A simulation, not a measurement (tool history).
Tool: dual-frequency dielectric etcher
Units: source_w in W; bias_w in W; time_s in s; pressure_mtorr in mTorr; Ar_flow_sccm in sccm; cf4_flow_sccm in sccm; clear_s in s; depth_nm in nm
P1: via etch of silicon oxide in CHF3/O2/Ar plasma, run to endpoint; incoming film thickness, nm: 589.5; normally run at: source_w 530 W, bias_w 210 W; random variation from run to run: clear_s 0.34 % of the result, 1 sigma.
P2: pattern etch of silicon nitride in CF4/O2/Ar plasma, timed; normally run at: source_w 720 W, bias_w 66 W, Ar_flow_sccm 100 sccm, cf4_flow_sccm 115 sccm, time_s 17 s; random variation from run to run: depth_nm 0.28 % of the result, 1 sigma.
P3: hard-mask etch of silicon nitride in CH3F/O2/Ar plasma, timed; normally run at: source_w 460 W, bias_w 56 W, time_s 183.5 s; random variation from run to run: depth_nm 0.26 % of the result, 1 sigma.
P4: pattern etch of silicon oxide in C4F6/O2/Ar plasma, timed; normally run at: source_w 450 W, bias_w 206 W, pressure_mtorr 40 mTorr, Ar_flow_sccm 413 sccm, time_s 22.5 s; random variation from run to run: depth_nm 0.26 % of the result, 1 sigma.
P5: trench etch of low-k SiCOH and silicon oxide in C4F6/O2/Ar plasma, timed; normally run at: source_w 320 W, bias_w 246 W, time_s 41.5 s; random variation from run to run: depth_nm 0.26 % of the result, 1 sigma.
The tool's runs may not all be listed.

run,hour,process,source_w,bias_w,time_s,pressure_mtorr,Ar_flow_sccm,cf4_flow_sccm,hours since the last wet clean,hours since the last source power generator calibration,hours since the last bias power generator calibration,clear_s,depth_nm
1,6.7,P1,530,210,,,,,50.4,1050.5,652.1,297.13,
2,12.3,P5,320,246,53.5,,,,56,1056.1,657.7,,167.23
3,20.2,P1,670,252,,,,,63.9,1064,665.6,255.42,
4,29.5,P5,320,291,41.5,,,,73.2,1073.3,674.9,,136.61
5,37,P3,460,56,183.5,,,,80.7,1080.8,682.4,,128
6,44.5,P1,530,210,,,,,88.2,1088.3,689.9,297.04,
7,53.7,P4,590,206,22.5,40,413,,97.4,1097.5,699.1,,80.704
8,58.6,P2,720,66,17,,100,149,102.3,1102.4,704,,49.087
9,62.9,P1,530,210,,,,,106.6,1106.7,708.3,294.91,
10,67.2,P1,340,210,,,,,110.9,1111,712.6,349.45,
11,71.7,P2,720,90,17,,100,115,115.4,1115.5,717.1,,53.969
12,80.9,P1,530,210,,,,,124.6,1124.7,726.3,296.53,
13,87.8,P5,450,246,41.5,,,,131.5,1131.6,733.2,,147.4
14,96,P4,450,206,22.5,40,413,,139.7,1139.8,741.4,,72.705
15,104.5,P4,450,206,15.5,40,413,,148.2,1148.3,749.9,,49.759
16,109.3,P5,320,246,41.5,,,,153,1153.1,754.7,,129.25
17,118.9,P2,960,66,17,,100,115,162.6,1162.7,764.3,,61.451
18,127.9,P1,530,210,,,,,171.6,1171.7,773.3,297.04,
19,137.1,P3,460,56,113,,,,180.8,1180.9,782.5,,78.832
20,141.4,P2,720,66,17,,100,115,185.1,1185.2,786.8,,47.954
# hour 147.1: bias power generator calibrated
21,149.6,P1,530,126,,,,,193.3,1193.4,2.5,352.01,
22,155.4,P3,460,68,183.5,,,,199.1,1199.2,8.3,,136.55
23,164.2,P4,450,134,22.5,40,413,,207.9,1208,17.1,,64.077
24,169.9,P5,320,246,41.5,,,,213.6,1213.7,22.8,,129.61
25,179,P1,530,210,,,,,222.7,1222.8,31.9,294.87,
26,185.8,P2,720,66,12,,100,115,229.5,1229.6,38.7,,33.694
27,192.8,P1,530,295,,,,,236.5,1236.6,45.7,261.51,
28,197.8,P1,530,210,,,,,241.5,1241.6,50.7,298.02,
29,203.7,P3,460,56,183.5,,,,247.4,1247.5,56.6,,127.37
30,208.5,P1,730,210,,,,,252.2,1252.3,61.4,262.4,
31,214.1,P4,450,206,22.5,25,413,,257.8,1257.9,67,,76.93
32,221.4,P3,630,56,183.5,,,,265.1,1265.2,74.3,,144.19
33,228.6,P2,720,66,17,,76,115,272.3,1272.4,81.5,,48.967
34,235.7,P4,450,206,22.5,40,250,,279.4,1279.5,88.6,,77.059
35,241.8,P1,530,210,,,,,285.5,1285.6,94.7,296.67,
36,250.1,P1,530,210,,,,,293.8,1293.9,103,294.53,
37,258.9,P1,530,210,,,,,302.6,1302.7,111.8,292.64,
38,267.5,P1,530,210,,,,,311.2,1311.3,120.4,292.5,
39,274.9,P1,530,210,,,,,318.6,1318.7,127.8,291.91,
40,282.5,P1,530,210,,,,,326.2,1326.3,135.4,291.89,
# hour 283.7: wet clean of the chamber
41,288.7,P1,530,210,,,,,5,1332.5,141.6,292.45,
42,293.7,P1,530,210,,,,,10,1337.5,146.6,293.17,
43,301.1,P1,530,210,,,,,17.4,1344.9,154,291.96,
44,307.4,P1,530,210,,,,,23.7,1351.2,160.3,292.54,
45,313.5,P1,530,210,,,,,29.8,1357.3,166.4,291.29,
46,317.9,P1,530,210,,,,,34.2,1361.7,170.8,292.61,

What P1 gives has crept away from where it was. These 2 causes fit the log equally well, each at the size given:
A: source power that arrives over what is set, % = 4.53
B: bias power that arrives over what is set, % = 4.9
The creep began at about hour 241.8.
Why every other cause is out:
chamber walls in a state that raises the etch rate, %: serviced at hour 283.7, which brought nothing back

4 check runs are offered, one wafer each, their results left as question marks. Which one tells the causes apart?
check 1,322.3,P2,720,66,17,,100,115,,,,,?
check 2,322.3,P4,450,206,22.5,40,413,,,,,,?
check 3,322.3,P3,460,56,183.5,,,,,,,,?
check 4,322.3,P5,320,246,41.5,,,,,,,,?

What each check would give under each cause:
check,result,if A,if B
check 1,depth_nm,49.651,48.651
check 2,depth_nm,73.933,73.809
check 3,depth_nm,129.91,129.68
check 4,depth_nm,131.64,131.58
How far apart the two closest causes lie, in the result that separates them most: check 1 2.03 %; check 2 0.17 %; check 3 0.18 %; check 4 0.05 %
Check 1 tells the causes apart: in the others they would give nearly the same result.

Check 1 was then run and gave: depth_nm 48.562 nm. Which cause is it?

It is B: bias power that arrives over what is set, %.
